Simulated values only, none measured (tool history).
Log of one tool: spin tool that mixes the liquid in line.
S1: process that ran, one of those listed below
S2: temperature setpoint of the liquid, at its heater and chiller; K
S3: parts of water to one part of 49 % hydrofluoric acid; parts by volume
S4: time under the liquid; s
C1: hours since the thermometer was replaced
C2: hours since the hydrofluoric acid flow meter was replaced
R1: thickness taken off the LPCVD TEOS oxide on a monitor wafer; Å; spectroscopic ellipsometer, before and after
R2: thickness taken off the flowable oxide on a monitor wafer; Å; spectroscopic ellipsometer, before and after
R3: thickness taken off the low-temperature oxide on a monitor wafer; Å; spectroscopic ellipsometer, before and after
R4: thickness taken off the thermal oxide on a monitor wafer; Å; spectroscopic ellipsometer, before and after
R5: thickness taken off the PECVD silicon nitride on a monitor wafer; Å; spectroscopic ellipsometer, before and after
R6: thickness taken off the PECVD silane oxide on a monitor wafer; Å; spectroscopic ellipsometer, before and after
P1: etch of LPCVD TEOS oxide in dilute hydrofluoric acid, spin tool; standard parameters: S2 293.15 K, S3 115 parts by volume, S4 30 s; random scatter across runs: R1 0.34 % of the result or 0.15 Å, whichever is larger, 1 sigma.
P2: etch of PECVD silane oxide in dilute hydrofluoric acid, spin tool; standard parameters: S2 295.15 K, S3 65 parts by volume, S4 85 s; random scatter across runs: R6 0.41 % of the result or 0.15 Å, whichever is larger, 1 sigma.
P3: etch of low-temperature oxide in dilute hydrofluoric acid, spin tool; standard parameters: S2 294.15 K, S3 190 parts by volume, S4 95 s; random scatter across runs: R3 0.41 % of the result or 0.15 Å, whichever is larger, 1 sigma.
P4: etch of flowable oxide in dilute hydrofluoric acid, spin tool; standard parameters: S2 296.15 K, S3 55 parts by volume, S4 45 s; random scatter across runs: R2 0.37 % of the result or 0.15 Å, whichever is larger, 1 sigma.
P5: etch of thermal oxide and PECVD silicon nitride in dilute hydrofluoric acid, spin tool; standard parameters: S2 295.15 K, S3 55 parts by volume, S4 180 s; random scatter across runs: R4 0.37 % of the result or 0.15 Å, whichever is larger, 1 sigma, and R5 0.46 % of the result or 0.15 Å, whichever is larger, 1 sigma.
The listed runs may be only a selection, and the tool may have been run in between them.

| run | hour | S1 | S2 | S3 | S4 | C1 | C2 | R1 | R2 | R3 | R4 | R5 | R6 |
|---|---|---|---|---|---|---|---|---|---|---|---|---|---|
| 1 | 6.1 | P1 | 293.15 | 115 | 30 | 327.8 | 387.3 | 124.76 |  |  |  |  |  |
| 2 | 9.6 | P4 | 296.15 | 55 | 65 | 331.3 | 390.8 |  | 700.42 |  |  |  |  |
| 3 | 14.1 | P3 | 299.65 | 190 | 95 | 335.8 | 395.3 |  |  | 172.06 |  |  |  |
| 4 | 17.9 | P1 | 293.15 | 115 | 30 | 339.6 | 399.1 | 125.54 |  |  |  |  |  |
| 5 | 24.7 | P1 | 290.15 | 115 | 15 | 346.4 | 405.9 | 55.09 |  |  |  |  |  |
| 6 | 32.2 | P1 | 293.15 | 160 | 30 | 353.9 | 413.4 | 85.845 |  |  |  |  |  |
| 7 | 36.9 | P5 | 290.15 | 55 | 180 | 358.6 | 418.1 |  |  |  | 118 | 33.13 |  |
| 8 | 43.6 | P1 | 293.15 | 155 | 50 | 365.3 | 424.8 | 147.84 |  |  |  |  |  |
| 9 | 50.2 | P3 | 294.15 | 260 | 95 | 371.9 | 431.4 |  |  | 95.968 |  |  |  |
| 10 | 56 | P2 | 295.15 | 65 | 130 | 377.7 | 437.2 |  |  |  |  |  | 301.14 |
|  | 62.8 | hydrofluoric acid flow meter replaced |
| 11 | 62.9 | P1 | 290.15 | 115 | 30 | 384.6 | 0.2 | 110.65 |  |  |  |  |  |
| 12 | 68.5 | P1 | 293.15 | 200 | 60 | 390.2 | 5.8 | 131.94 |  |  |  |  |  |
| 13 | 74.7 | P1 | 297.15 | 115 | 30 | 396.4 | 12 | 147.54 |  |  |  |  |  |
| 14 | 80.7 | P2 | 301.15 | 65 | 85 | 402.4 | 18 |  |  |  |  |  | 249.79 |
| 15 | 87.1 | P4 | 296.15 | 55 | 45 | 408.8 | 24.4 |  | 481.47 |  |  |  |  |
| 16 | 93.3 | P1 | 293.15 | 115 | 30 | 415 | 30.6 | 125.17 |  |  |  |  |  |
| 17 | 100.2 | P1 | 293.15 | 115 | 45 | 421.9 | 37.5 | 187.45 |  |  |  |  |  |
| 18 | 105.5 | P5 | 295.15 | 55 | 180 | 427.2 | 42.8 |  |  |  | 143.79 | 46.872 |  |
| 19 | 110.4 | P2 | 295.15 | 90 | 85 | 432.1 | 47.7 |  |  |  |  |  | 137.22 |
| 20 | 116.8 | P3 | 294.15 | 190 | 185 | 438.5 | 54.1 |  |  | 273.89 |  |  |  |
| 21 | 124.3 | P3 | 294.15 | 190 | 95 | 446 | 61.6 |  |  | 140.63 |  |  |  |
| 22 | 128.9 | P1 | 293.15 | 115 | 15 | 450.6 | 66.2 | 62.557 |  |  |  |  |  |
| 23 | 135.3 | P3 | 294.15 | 190 | 95 | 457 | 72.6 |  |  | 140.22 |  |  |  |
| 24 | 141.3 | P4 | 301.15 | 55 | 45 | 463 | 78.6 |  | 598.51 |  |  |  |  |
| 25 | 145.5 | P1 | 293.15 | 115 | 30 | 467.2 | 82.8 | 124.55 |  |  |  |  |  |
| 26 | 152.5 | P5 | 295.15 | 20 | 180 | 474.2 | 89.8 |  |  |  | 416.34 | 124.28 |  |
| 27 | 157.6 | P2 | 295.15 | 65 | 85 | 479.3 | 94.9 |  |  |  |  |  | 197.04 |
| 28 | 161.5 | P1 | 293.15 | 115 | 30 | 483.2 | 98.8 | 125.54 |  |  |  |  |  |
|  | 164 | thermometer replaced |
| 29 | 167 | P1 | 293.15 | 30 | 30 | 3 | 104.3 | 527.77 |  |  |  |  |  |
| 30 | 171.6 | P1 | 293.15 | 115 | 30 | 7.6 | 108.9 | 125.23 |  |  |  |  |  |
| 31 | 175.5 | P4 | 296.15 | 25 | 45 | 11.5 | 112.8 |  | 1111.7 |  |  |  |  |
| 32 | 181.4 | P5 | 295.15 | 55 | 55 | 17.4 | 118.7 |  |  |  | 44.415 | 14.425 |  |
| 33 | 185.3 | P1 | 293.15 | 115 | 30 | 21.3 | 122.6 | 123.89 |  |  |  |  |  |
| 34 | 191.9 | P1 | 293.15 | 115 | 30 | 27.9 | 129.2 | 121.14 |  |  |  |  |  |
| 35 | 195.8 | P1 | 293.15 | 115 | 30 | 31.8 | 133.1 | 119.81 |  |  |  |  |  |
| 36 | 203 | P1 | 293.15 | 115 | 30 | 39 | 140.3 | 118.18 |  |  |  |  |  |
| 37 | 207.8 | P1 | 293.15 | 115 | 30 | 43.8 | 145.1 | 117.15 |  |  |  |  |  |
| 38 | 215.2 | P1 | 293.15 | 115 | 30 | 51.2 | 152.5 | 116.51 |  |  |  |  |  |
| 39 | 222.6 | P1 | 293.15 | 115 | 30 | 58.6 | 159.9 | 116.6 |  |  |  |  |  |
| 40 | 226.8 | P1 | 293.15 | 115 | 30 | 62.8 | 164.1 | 116.76 |  |  |  |  |  |
| 41 | 230.8 | P1 | 293.15 | 115 | 30 | 66.8 | 168.1 | 116.69 |  |  |  |  |  |

What P1 gives has crept off from where it sat before. The 2 causes that follow fit the log equally well, each at the size noted:
A: hydrofluoric acid flow below the setpoint (%) = 6.16
B: liquid colder than its thermometer reads (K) = 1.76
The drift started at roughly hour 185.3.

Of the 4 check runs listed below, each run on one wafer and each result written as a question mark, which would let you distinguish the listed causes because they would give clearly different results?
| check 1 | 234.8 | P5 | 295.15 | 55 | 180 |  |  |  |  |  | ? | ? |  |
| check 2 | 234.8 | P4 | 296.15 | 55 | 45 |  |  |  | ? |  |  |  |  |
| check 3 | 234.8 | P3 | 294.15 | 190 | 95 |  |  |  |  | ? |  |  |  |
| check 4 | 234.8 | P2 | 295.15 | 65 | 85 |  |  |  |  |  |  |  | ? |

Outcome of each check run for each possible cause:
| check | result | if A | if B |
|---|---|---|---|
| check 1 | R4 | 135.43 | 134.65 |
| check 1 | R5 | 43.955 | 41.442 |
| check 2 | R2 | 453.83 | 451.55 |
| check 3 | R3 | 130.04 | 131.07 |
| check 4 | R6 | 183.18 | 182.37 |
How far apart the two closest causes lie, in the result that separates them most: check 1 5.89 %; check 2 0.5 %; check 3 0.79 %; check 4 0.44 %
The causes can be told apart only by check 1. The other checks would give nearly the same results under each of them.

With check 1 done, the readings were: R4 134.66 Å; R5 41.166 Å. Identify which of the listed causes applies.

B is the cause: liquid colder than its thermometer reads (K).
